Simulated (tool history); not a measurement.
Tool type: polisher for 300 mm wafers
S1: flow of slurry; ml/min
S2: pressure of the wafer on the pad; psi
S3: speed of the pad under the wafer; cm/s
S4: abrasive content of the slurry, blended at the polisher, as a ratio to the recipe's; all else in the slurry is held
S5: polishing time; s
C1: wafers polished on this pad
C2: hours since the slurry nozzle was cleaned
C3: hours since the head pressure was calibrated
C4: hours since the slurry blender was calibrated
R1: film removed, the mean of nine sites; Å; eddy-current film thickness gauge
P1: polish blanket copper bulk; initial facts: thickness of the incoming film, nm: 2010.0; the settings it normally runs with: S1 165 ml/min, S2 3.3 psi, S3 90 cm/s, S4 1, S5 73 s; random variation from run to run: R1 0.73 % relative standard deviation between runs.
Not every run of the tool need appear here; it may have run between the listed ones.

Run 1, hour 17.3: S1 165 ml/min, S2 3.3 psi, S3 90 cm/s, S4 1, S5 73 s; C1 600; C2 200.3; C3 410.8; C4 123.3. Result: R1 7426 Å.
Run 2, hour 26.5: S1 165 ml/min, S2 3.3 psi, S3 90 cm/s, S4 1, S5 73 s; C1 681; C2 209.5; C3 420; C4 132.5. Result: R1 7380.6 Å.
Run 3, hour 37.2: S1 165 ml/min, S2 4.5 psi, S3 90 cm/s, S4 1, S5 73 s; C1 775; C2 220.2; C3 430.7; C4 143.2. Result: R1 10076 Å.
Run 4, hour 49.3: S1 165 ml/min, S2 3.3 psi, S3 90 cm/s, S4 1, S5 33 s; C1 881; C2 232.3; C3 442.8; C4 155.3. Result: R1 3324.2 Å.
Run 5, hour 66.2: S1 165 ml/min, S2 1.9 psi, S3 90 cm/s, S4 1, S5 73 s; C1 1029; C2 249.2; C3 459.7; C4 172.2. Result: R1 4263.7 Å.
Run 6, hour 77.6: S1 250 ml/min, S2 3.3 psi, S3 90 cm/s, S4 1, S5 73 s; C1 1129; C2 260.6; C3 471.1; C4 183.6. Result: R1 7840 Å.
Run 7, hour 87.4: S1 165 ml/min, S2 3.3 psi, S3 132 cm/s, S4 0.7, S5 73 s; C1 1215; C2 270.4; C3 480.9; C4 193.4. Result: R1 10067 Å.
Run 8, hour 99.7: S1 165 ml/min, S2 3.3 psi, S3 90 cm/s, S4 1, S5 73 s; C1 1323; C2 282.7; C3 493.2; C4 205.7. Result: R1 7498.4 Å.
Run 9, hour 113.7: S1 165 ml/min, S2 3.3 psi, S3 90 cm/s, S4 1, S5 73 s; C1 1446; C2 296.7; C3 507.2; C4 219.7. Result: R1 7429.5 Å.
Run 10, hour 125.7: S1 165 ml/min, S2 3.3 psi, S3 90 cm/s, S4 1, S5 73 s; C1 1551; C2 308.7; C3 519.2; C4 231.7. Result: R1 7482.3 Å.
Run 11, hour 137: S1 100 ml/min, S2 3.3 psi, S3 90 cm/s, S4 1.3, S5 73 s; C1 1650; C2 320; C3 530.5; C4 243. Result: R1 7095 Å.
Run 12, hour 151.4: S1 165 ml/min, S2 3.3 psi, S3 142 cm/s, S4 1, S5 73 s; C1 1776; C2 334.4; C3 544.9; C4 257.4. Result: R1 11844 Å.
At hour 153.7: worn pad replaced by a new one.
Run 13, hour 170.4: S1 100 ml/min, S2 3.3 psi, S3 90 cm/s, S4 1, S5 73 s; C1 146; C2 353.4; C3 563.9; C4 276.4. Result: R1 6720.7 Å.
Run 14, hour 179.5: S1 165 ml/min, S2 3.3 psi, S3 90 cm/s, S4 1, S5 99 s; C1 226; C2 362.5; C3 573; C4 285.5. Result: R1 10078 Å.
Run 15, hour 190.3: S1 165 ml/min, S2 3.3 psi, S3 90 cm/s, S4 1.45, S5 73 s; C1 321; C2 373.3; C3 583.8; C4 296.3. Result: R1 8141.9 Å.
Run 16, hour 203.4: S1 165 ml/min, S2 3.3 psi, S3 90 cm/s, S4 1, S5 73 s; C1 436; C2 386.4; C3 596.9; C4 309.4. Result: R1 7398.5 Å.
Run 17, hour 217.8: S1 165 ml/min, S2 3.3 psi, S3 90 cm/s, S4 0.75, S5 73 s; C1 562; C2 400.8; C3 611.3; C4 323.8. Result: R1 6930.3 Å.
Run 18, hour 237.2: S1 165 ml/min, S2 3.3 psi, S3 40 cm/s, S4 1, S5 73 s; C1 732; C2 420.2; C3 630.7; C4 343.2. Result: R1 3256.4 Å.
Run 19, hour 254.5: S1 165 ml/min, S2 3.3 psi, S3 90 cm/s, S4 1, S5 73 s; C1 884; C2 437.5; C3 648; C4 360.5. Result: R1 7273.1 Å.
Run 20, hour 263.2: S1 165 ml/min, S2 3.3 psi, S3 90 cm/s, S4 1, S5 73 s; C1 960; C2 446.2; C3 656.7; C4 369.2. Result: R1 7265.3 Å.
Run 21, hour 273.5: S1 165 ml/min, S2 3.3 psi, S3 90 cm/s, S4 1, S5 73 s; C1 1051; C2 456.5; C3 667; C4 379.5. Result: R1 7258.3 Å.
Run 22, hour 290.4: S1 165 ml/min, S2 3.3 psi, S3 90 cm/s, S4 1, S5 73 s; C1 1199; C2 473.4; C3 683.9; C4 396.4. Result: R1 6976 Å.
Run 23, hour 305.5: S1 165 ml/min, S2 3.3 psi, S3 90 cm/s, S4 1, S5 73 s; C1 1331; C2 488.5; C3 699; C4 411.5. Result: R1 6948.6 Å.
Run 24, hour 318.4: S1 165 ml/min, S2 3.3 psi, S3 90 cm/s, S4 1, S5 73 s; C1 1444; C2 501.4; C3 711.9; C4 424.4. Result: R1 6989.6 Å.
At hour 335.5: worn pad replaced by a new one.
Run 25, hour 335.6: S1 165 ml/min, S2 3.3 psi, S3 90 cm/s, S4 1, S5 73 s; C1 1; C2 518.6; C3 729.1; C4 441.6. Result: R1 6899.2 Å.
At hour 338.3: head pressure recalibrated.
Run 26, hour 348.1: S1 165 ml/min, S2 3.3 psi, S3 90 cm/s, S4 1, S5 73 s; C1 111; C2 531.1; C3 9.8; C4 454.1. Result: R1 6875.5 Å.
Run 27, hour 359.8: S1 165 ml/min, S2 3.3 psi, S3 90 cm/s, S4 1, S5 73 s; C1 213; C2 542.8; C3 21.5; C4 465.8. Result: R1 6914.3 Å.
Run 28, hour 368.3: S1 165 ml/min, S2 3.3 psi, S3 90 cm/s, S4 1, S5 73 s; C1 288; C2 551.3; C3 30; C4 474.3. Result: R1 6815.9 Å.
Run 29, hour 385.3: S1 165 ml/min, S2 3.3 psi, S3 90 cm/s, S4 1, S5 73 s; C1 437; C2 568.3; C3 47; C4 491.3. Result: R1 6866.6 Å.
Run 30, hour 400.6: S1 165 ml/min, S2 3.3 psi, S3 90 cm/s, S4 1, S5 73 s; C1 571; C2 583.6; C3 62.3; C4 506.6. Result: R1 6914.7 Å.

What P1 gives has crept off from where it sat before. The 2 causes that follow fit the log equally well, each at the size noted:
A: abrasive missing from the slurry, % = 32.6
B: slurry flow missing at the pad, % = 34.8
Creep in the process output first set in at about hour 254.5.
Ruled out, with reasons:
removal rate lost through wear of the pad, %: serviced at hour 335.5, after the change had begun; the process did not return to its earlier output
head's pressure below its setpoint, %: serviced at hour 338.3, after the change had begun; the process did not return to its earlier output

Which of the 4 check runs listed below, each an average over 2 wafers with its results shown as question marks, gives clearly different results under the different listed causes?
Run check 1, hour 415.9: S1 165 ml/min, S2 4.5 psi, S3 90 cm/s, S4 1, S5 73 s. Result: R1 ?.
Run check 2, hour 415.9: S1 165 ml/min, S2 3.3 psi, S3 90 cm/s, S4 0.8, S5 37 s. Result: R1 ?.
Run check 3, hour 415.9: S1 100 ml/min, S2 3.3 psi, S3 90 cm/s, S4 1, S5 73 s. Result: R1 ?.
Run check 4, hour 415.9: S1 165 ml/min, S2 3.3 psi, S3 90 cm/s, S4 1.45, S5 47 s. Result: R1 ?.

Predicted outcomes, by check and by cause:
  check  result    if A    if B
check 1      R1  9321.3  9321.2
check 2      R1  3312.6  3304.9
check 3      R1  6184.5  5907.5
check 4      R1  4756.2    4774
Distance between the nearest two causes, measured in the result of the check that separates them most: check 1 0 %; check 2 0.23 %; check 3 4.58 %; check 4 0.37 %
The other checks would show nearly matching results whichever cause is true, so check 3 is the only one that separates the causes.

Check 3 has now been run. It gave: R1 6243.2 Å. Which of the candidate causes is it?

The cause is A: abrasive missing from the slurry, %.
